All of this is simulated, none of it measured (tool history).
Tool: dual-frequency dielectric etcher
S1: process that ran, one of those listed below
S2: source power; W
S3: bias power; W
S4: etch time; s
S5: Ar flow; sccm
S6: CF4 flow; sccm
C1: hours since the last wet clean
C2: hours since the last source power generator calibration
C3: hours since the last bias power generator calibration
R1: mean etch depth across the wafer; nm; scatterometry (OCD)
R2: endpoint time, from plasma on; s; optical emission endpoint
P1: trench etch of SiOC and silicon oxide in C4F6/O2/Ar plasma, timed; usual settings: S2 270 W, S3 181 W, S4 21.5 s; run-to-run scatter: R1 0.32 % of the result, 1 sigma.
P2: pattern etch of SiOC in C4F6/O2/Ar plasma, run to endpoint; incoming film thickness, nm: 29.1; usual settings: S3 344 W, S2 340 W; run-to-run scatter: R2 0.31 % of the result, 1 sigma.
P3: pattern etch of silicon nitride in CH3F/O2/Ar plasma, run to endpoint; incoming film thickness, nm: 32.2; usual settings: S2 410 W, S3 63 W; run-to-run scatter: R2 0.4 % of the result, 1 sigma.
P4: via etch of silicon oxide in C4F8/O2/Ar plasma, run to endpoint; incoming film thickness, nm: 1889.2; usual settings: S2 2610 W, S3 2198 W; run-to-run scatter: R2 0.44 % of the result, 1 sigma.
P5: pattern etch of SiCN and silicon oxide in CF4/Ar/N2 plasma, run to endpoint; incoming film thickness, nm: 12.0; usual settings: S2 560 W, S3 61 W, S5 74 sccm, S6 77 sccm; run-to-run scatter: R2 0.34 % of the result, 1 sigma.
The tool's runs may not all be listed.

run	hour	S1	S2	S3	S4	S5	S6	C1	C2	C3	R1	R2
1	9.3	P1	270	181	21.5			322.9	3362	346.8	36.002	
2	20.9	P5	560	61		88	77	334.5	3373.6	358.4		11.67
3	32.5	P2	340	231				346.1	3385.2	370		13.096
4	44.6	P5	560	61		74	61	358.2	3397.3	382.1		11.777
5	51.5	P3	290	63				365.1	3404.2	389		56.311
6	61.6	P1	190	181	21.5			375.2	3414.3	399.1	31.052	
7	73.7	P4	2610	2198				387.3	3426.4	411.2		329
8	83	P5	560	48		74	77	396.6	3435.7	420.5		12.251
9	92.7	P4	3240	2198				406.3	3445.4	430.2		301.6
10	99.6	P3	410	63				413.2	3452.3	437.1		49.291
11	113.4	P1	270	181	21.5			427	3466.1	450.9	35.79	
12	126.9	P3	410	63				440.5	3479.6	464.4		49.222
13	133.2	P4	2610	1397				446.8	3485.9	470.7		373.08
14	143.1	P5	790	61		74	77	456.7	3495.8	480.6		8.362
15	153.9	P1	270	181	12.5			467.5	3506.6	491.4	20.782	
16	161.9	P3	410	42				475.5	3514.6	499.4		56.34
17	169	P1	270	143	21.5			482.6	3521.7	506.5	33.222	
18	178.4	P5	560	61		74	77	492	3531.1	515.9		11.373
19	190.6	P1	270	181	32			504.2	3543.3	528.1	53.53	
20	199.6	P1	270	181	21.5			513.2	3552.3	537.1	35.993	
21	208.6	P2	250	344				522.2	3561.3	546.1		12.855
22	218.3	P1	270	181	21.5			531.9	3571	555.8	35.584	
23	228.6	P1	370	181	21.5			542.2	3581.3	566.1	40.511	
24	241.4	P1	270	230	21.5			555	3594.1	578.9	38.871	
25	252.6	P2	340	344				566.2	3605.3	590.1		11.438
26	262.4	P5	560	61		74	77	576	3615.1	599.9		11.399
27	271	P1	350	140	21.5			584.6	3623.7	608.5	36.467	
28	284.8	P1	270	145	31.5			598.4	3637.5	622.3	48.646	
29	293.1	P1	270	181	21.5			606.7	3645.8	630.6	35.779	
30	303.3	P1	270	181	21.5			616.9	3656	640.8	35.558	
31	317.3	P1	270	181	21.5			630.9	3670	654.8	35.396	
32	328.5	P1	270	181	21.5			642.1	3681.2	666	35.471	
33	342.4	P1	270	181	21.5			656	3695.1	679.9	35.14	
# hour 344.7: wet clean of the chamber
34	355.4	P1	270	181	21.5			10.7	3708.1	692.9	35.053	
35	367.9	P1	270	181	21.5			23.2	3720.6	705.4	35.042	
36	381.6	P1	270	181	21.5			36.9	3734.3	719.1	35.468	
37	391.9	P1	270	181	21.5			47.2	3744.6	729.4	35.291	
38	403.1	P1	270	181	21.5			58.4	3755.8	740.6	35.279	
39	410.3	P1	270	181	21.5			65.6	3763	747.8	35.203	
40	423	P1	270	181	21.5			78.3	3775.7	760.5	35.2	

What P1 gives has crept away from where it was. These 2 causes fit the log equally well, each at the size given:
A: source power that arrives under what is set, % = 4.05
B: bias power that arrives under what is set, % = 4.8
The creep began at about hour 293.1.
Why every other cause is out:
chamber walls in a state that lowers the etch rate, %: serviced at hour 344.7, which brought nothing back

4 check runs are offered, each on 2 wafers whose results are averaged, their results left as question marks. Which one tells the causes apart?
check 1	435.7	P5	560	61		74	77					?
check 2	435.7	P3	410	63								?
check 3	435.7	P2	340	344								?
check 4	435.7	P4	2610	2198								?

What each check would give under each cause:
check	result	if A	if B
check 1	R2	11.842	11.581
check 2	R2	50.032	50.051
check 3	R2	11.618	11.641
check 4	R2	334.29	333.45
How far apart the two closest causes lie, in the result that separates them most: check 1 2.23 %; check 2 0.04 %; check 3 0.19 %; check 4 0.25 %
Check 1 tells the causes apart: in the others they would give nearly the same result.

Check 1 was then run and gave: R2 11.609 s. Which cause is it?

It is B: bias power that arrives under what is set, %.
